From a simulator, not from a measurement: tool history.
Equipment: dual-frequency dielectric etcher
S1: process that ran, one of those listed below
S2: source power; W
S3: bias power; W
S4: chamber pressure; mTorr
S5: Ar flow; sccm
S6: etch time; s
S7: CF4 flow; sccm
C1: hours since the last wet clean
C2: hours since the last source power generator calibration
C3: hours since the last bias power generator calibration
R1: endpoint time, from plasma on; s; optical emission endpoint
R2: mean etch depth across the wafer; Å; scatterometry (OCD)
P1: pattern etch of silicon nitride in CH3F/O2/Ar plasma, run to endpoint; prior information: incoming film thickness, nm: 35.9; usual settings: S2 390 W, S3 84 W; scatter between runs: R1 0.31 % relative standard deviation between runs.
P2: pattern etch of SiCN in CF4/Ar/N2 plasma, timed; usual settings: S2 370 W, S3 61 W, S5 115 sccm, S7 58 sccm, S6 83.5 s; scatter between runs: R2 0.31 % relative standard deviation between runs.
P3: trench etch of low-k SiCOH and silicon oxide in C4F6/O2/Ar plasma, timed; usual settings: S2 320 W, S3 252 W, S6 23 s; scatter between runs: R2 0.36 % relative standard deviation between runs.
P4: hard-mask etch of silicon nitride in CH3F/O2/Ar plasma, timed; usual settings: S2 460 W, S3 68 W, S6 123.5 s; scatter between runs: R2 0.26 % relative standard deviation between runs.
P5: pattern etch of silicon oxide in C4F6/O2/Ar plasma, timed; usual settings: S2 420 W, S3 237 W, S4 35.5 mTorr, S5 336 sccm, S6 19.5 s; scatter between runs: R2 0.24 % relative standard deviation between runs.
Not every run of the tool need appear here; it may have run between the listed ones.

Run 1, hour 13.5: S1 P1, S2 390 W, S3 84 W; C1 297.2; C2 2329.2; C3 1169.6. Result: R1 49.391 s.
Run 2, hour 24.2: S1 P1, S2 390 W, S3 84 W; C1 307.9; C2 2339.9; C3 1180.3. Result: R1 49.317 s.
Run 3, hour 35.3: S1 P5, S2 420 W, S3 237 W, S4 46 mTorr, S5 336 sccm, S6 19.5 s; C1 319; C2 2351; C3 1191.4. Result: R2 640.5 Å.
Run 4, hour 46.4: S1 P1, S2 470 W, S3 84 W; C1 330.1; C2 2362.1; C3 1202.5. Result: R1 46.05 s.
Run 5, hour 57.9: S1 P3, S2 320 W, S3 252 W, S6 23 s; C1 341.6; C2 2373.6; C3 1214. Result: R2 756.06 Å.
Run 6, hour 65.3: S1 P1, S2 390 W, S3 84 W; C1 349; C2 2381; C3 1221.4. Result: R1 49.741 s.
Run 7, hour 75.4: S1 P4, S2 460 W, S3 68 W, S6 68 s; C1 359.1; C2 2391.1; C3 1231.5. Result: R2 489.82 Å.
Run 8, hour 83.3: S1 P2, S2 370 W, S3 61 W, S5 115 sccm, S6 83.5 s, S7 38 sccm; C1 367; C2 2399; C3 1239.4. Result: R2 513.73 Å.
Run 9, hour 94.4: S1 P1, S2 390 W, S3 84 W; C1 378.1; C2 2410.1; C3 1250.5. Result: R1 49.449 s.
Run 10, hour 105.6: S1 P2, S2 370 W, S3 61 W, S5 115 sccm, S6 83.5 s, S7 58 sccm; C1 389.3; C2 2421.3; C3 1261.7. Result: R2 550.3 Å.
Run 11, hour 113.5: S1 P2, S2 370 W, S3 37 W, S5 115 sccm, S6 83.5 s, S7 58 sccm; C1 397.2; C2 2429.2; C3 1269.6. Result: R2 466.29 Å.
Run 12, hour 121.4: S1 P5, S2 420 W, S3 237 W, S4 35.5 mTorr, S5 336 sccm, S6 19.5 s; C1 405.1; C2 2437.1; C3 1277.5. Result: R2 657.67 Å.
At hour 126.6: wet clean of the chamber.
Run 13, hour 132.6: S1 P5, S2 420 W, S3 237 W, S4 35.5 mTorr, S5 336 sccm, S6 12 s; C1 6; C2 2448.3; C3 1288.7. Result: R2 405.93 Å.
Run 14, hour 145.5: S1 P2, S2 290 W, S3 61 W, S5 115 sccm, S6 83.5 s, S7 58 sccm; C1 18.9; C2 2461.2; C3 1301.6. Result: R2 445.7 Å.
Run 15, hour 155.8: S1 P3, S2 320 W, S3 206 W, S6 23 s; C1 29.2; C2 2471.5; C3 1311.9. Result: R2 700.4 Å.
Run 16, hour 162.6: S1 P2, S2 370 W, S3 61 W, S5 115 sccm, S6 106.5 s, S7 58 sccm; C1 36; C2 2478.3; C3 1318.7. Result: R2 699.28 Å.
Run 17, hour 177.7: S1 P1, S2 320 W, S3 105 W; C1 51.1; C2 2493.4; C3 1333.8. Result: R1 49.341 s.
Run 18, hour 186.5: S1 P1, S2 290 W, S3 84 W; C1 59.9; C2 2502.2; C3 1342.6. Result: R1 55.43 s.
Run 19, hour 195.4: S1 P2, S2 370 W, S3 61 W, S5 115 sccm, S6 83.5 s, S7 58 sccm; C1 68.8; C2 2511.1; C3 1351.5. Result: R2 551.86 Å.
Run 20, hour 208.9: S1 P2, S2 370 W, S3 61 W, S5 152 sccm, S6 83.5 s, S7 58 sccm; C1 82.3; C2 2524.6; C3 1365. Result: R2 524.04 Å.
Run 21, hour 223.2: S1 P5, S2 420 W, S3 317 W, S4 35.5 mTorr, S5 336 sccm, S6 19.5 s; C1 96.6; C2 2538.9; C3 1379.3. Result: R2 727.95 Å.
Run 22, hour 231.7: S1 P1, S2 390 W, S3 50 W; C1 105.1; C2 2547.4; C3 1387.8. Result: R1 58.98 s.
Run 23, hour 238.5: S1 P4, S2 460 W, S3 89 W, S6 123.5 s; C1 111.9; C2 2554.2; C3 1394.6. Result: R2 970.07 Å.
Run 24, hour 245.5: S1 P4, S2 290 W, S3 68 W, S6 123.5 s; C1 118.9; C2 2561.2; C3 1401.6. Result: R2 745.12 Å.
Run 25, hour 253.4: S1 P5, S2 420 W, S3 237 W, S4 35.5 mTorr, S5 336 sccm, S6 19.5 s; C1 126.8; C2 2569.1; C3 1409.5. Result: R2 661.27 Å.
Run 26, hour 262.6: S1 P3, S2 220 W, S3 252 W, S6 23 s; C1 136; C2 2578.3; C3 1418.7. Result: R2 651.29 Å.
Run 27, hour 275.4: S1 P1, S2 390 W, S3 84 W; C1 148.8; C2 2591.1; C3 1431.5. Result: R1 49.709 s.
Run 28, hour 289.8: S1 P3, S2 320 W, S3 252 W, S6 16 s; C1 163.2; C2 2605.5; C3 1445.9. Result: R2 520.69 Å.
Run 29, hour 302.2: S1 P3, S2 320 W, S3 252 W, S6 23 s; C1 175.6; C2 2617.9; C3 1458.3. Result: R2 753 Å.
Run 30, hour 309: S1 P1, S2 390 W, S3 84 W; C1 182.4; C2 2624.7; C3 1465.1. Result: R1 49.59 s.

Forecast run 31:
Run 31, hour 319.1: S1 P4, S2 460 W, S3 68 W, S6 123.5 s; C1 192.5; C2 2634.8; C3 1475.2. Result: R2 ?.

{"run 31": {"R2": 888.69}}
